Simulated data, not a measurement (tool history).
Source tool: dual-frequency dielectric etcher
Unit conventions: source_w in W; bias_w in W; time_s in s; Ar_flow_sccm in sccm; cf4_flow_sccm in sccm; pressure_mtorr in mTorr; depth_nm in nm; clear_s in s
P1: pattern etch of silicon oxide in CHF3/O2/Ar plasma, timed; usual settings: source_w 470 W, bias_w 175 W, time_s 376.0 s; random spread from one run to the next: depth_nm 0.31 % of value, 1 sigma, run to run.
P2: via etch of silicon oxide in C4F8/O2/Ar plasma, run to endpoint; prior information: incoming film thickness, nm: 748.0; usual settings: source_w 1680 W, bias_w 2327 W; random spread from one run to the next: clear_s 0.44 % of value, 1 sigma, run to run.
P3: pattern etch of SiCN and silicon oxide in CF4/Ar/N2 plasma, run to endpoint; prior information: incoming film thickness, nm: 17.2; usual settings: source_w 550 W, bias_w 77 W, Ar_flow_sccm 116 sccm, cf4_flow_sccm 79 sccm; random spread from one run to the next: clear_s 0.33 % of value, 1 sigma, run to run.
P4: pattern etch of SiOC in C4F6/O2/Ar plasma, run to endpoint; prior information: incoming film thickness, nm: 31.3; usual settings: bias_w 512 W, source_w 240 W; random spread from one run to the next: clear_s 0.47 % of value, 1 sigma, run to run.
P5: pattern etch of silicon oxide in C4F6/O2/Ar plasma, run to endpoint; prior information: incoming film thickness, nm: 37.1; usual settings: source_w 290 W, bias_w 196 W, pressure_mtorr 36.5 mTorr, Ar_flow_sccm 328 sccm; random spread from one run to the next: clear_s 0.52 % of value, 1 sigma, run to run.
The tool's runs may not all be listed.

run,day,process,source_w,bias_w,time_s,Ar_flow_sccm,cf4_flow_sccm,pressure_mtorr,depth_nm,clear_s
1,0.367,P1,470,175,376.0,,,,697.01,
2,0.896,P1,470,175,547.5,,,,1015.80,
3,1.388,P3,550,77,,116,112,,,15.751
4,1.942,P4,240,512,,,,,,12.542
5,2.229,P3,750,77,,116,79,,,12.530
6,2.575,P3,550,77,,77,79,,,15.631
7,2.908,P1,310,175,207.0,,,,327.48,
8,3.454,P1,470,175,376.0,,,,694.96,
# day 3.812: bias power generator calibrated
9,3.842,P2,1680,3279,,,,,,135.180
10,4.217,P2,2350,2327,,,,,,130.150
11,4.604,P5,180,196,,328,,36.5,,15.935
12,5.129,P1,470,106,510.5,,,,803.45,
13,5.492,P3,550,77,,116,79,,,16.453
14,5.733,P1,370,175,376.0,,,,636.09,
15,6.104,P3,550,77,,116,79,,,16.490
16,6.583,P5,290,240,,328,,36.5,,12.379
17,6.912,P5,290,196,,328,,36.5,,13.350
18,7.358,P5,290,196,,328,,28.5,,12.876
19,7.638,P1,470,175,292.5,,,,540.75,
20,7.950,P1,650,175,376.0,,,,790.34,
21,8.458,P3,550,50,,116,79,,,18.988
22,8.854,P4,240,307,,,,,,15.121
23,9.342,P1,470,208,376.0,,,,737.39,
24,9.683,P5,290,196,,458,,36.5,,13.758
25,10.075,P2,1680,2327,,,,,,149.390
26,10.362,P5,290,196,,328,,36.5,,13.216
27,10.700,P4,280,512,,,,,,11.899
28,11.150,P1,470,175,376.0,,,,699.84,
29,11.496,P1,470,119,376.0,,,,614.20,
30,11.742,P1,470,175,376.0,,,,691.45,
31,12.229,P1,470,175,376.0,,,,696.82,
32,12.579,P1,470,175,376.0,,,,688.36,
33,12.850,P1,470,175,376.0,,,,688.34,
# day 12.925: wet clean of the chamber
34,13.100,P1,470,175,376.0,,,,687.08,
35,13.383,P1,470,175,376.0,,,,684.53,
36,13.746,P1,470,175,376.0,,,,684.64,
37,14.129,P1,470,175,376.0,,,,682.88,

The output of P1 has drifted from where it used to be. Each of the 2 causes below, taken at the size shown beside it, accounts for the log equally well:
A: source power that arrives under what is set, % = 4.03
B: bias power that arrives under what is set, % = 4.53
Creep in the process output first set in at about day 12.229.
All other causes, with the reason each is excluded:
chamber walls in a state that lowers the etch rate, %: work on it at day 12.925, done after the drift set in, did not restore what the process gave before

Below are 4 check runs, each averaged over 2 wafers, with their results shown as question marks. Which of them would give clearly different results depending on which cause is behind the drift?
check 1,14.512,P5,190,196,,444,,36.5,,?
check 2,14.512,P4,240,436,,,,,,?
check 3,14.512,P2,2330,3238,,,,,,?
check 4,14.512,P3,550,53,,116,92,,,?

What each check would give under each cause:
check,result,if A,if B
check 1,clear_s,16.406,16.405
check 2,clear_s,13.548,13.578
check 3,clear_s,120.480,120.290
check 4,clear_s,18.832,18.406
How far apart the two closest causes lie, in the result that separates them most: check 1 0.01 %; check 2 0.22 %; check 3 0.16 %; check 4 2.29 %
The causes can be told apart only by check 4. The other checks would give nearly the same results under each of them.

After running check 4, the following was obtained: clear_s 18.914 s. Which cause does this point to?

It is A: source power that arrives under what is set, %.
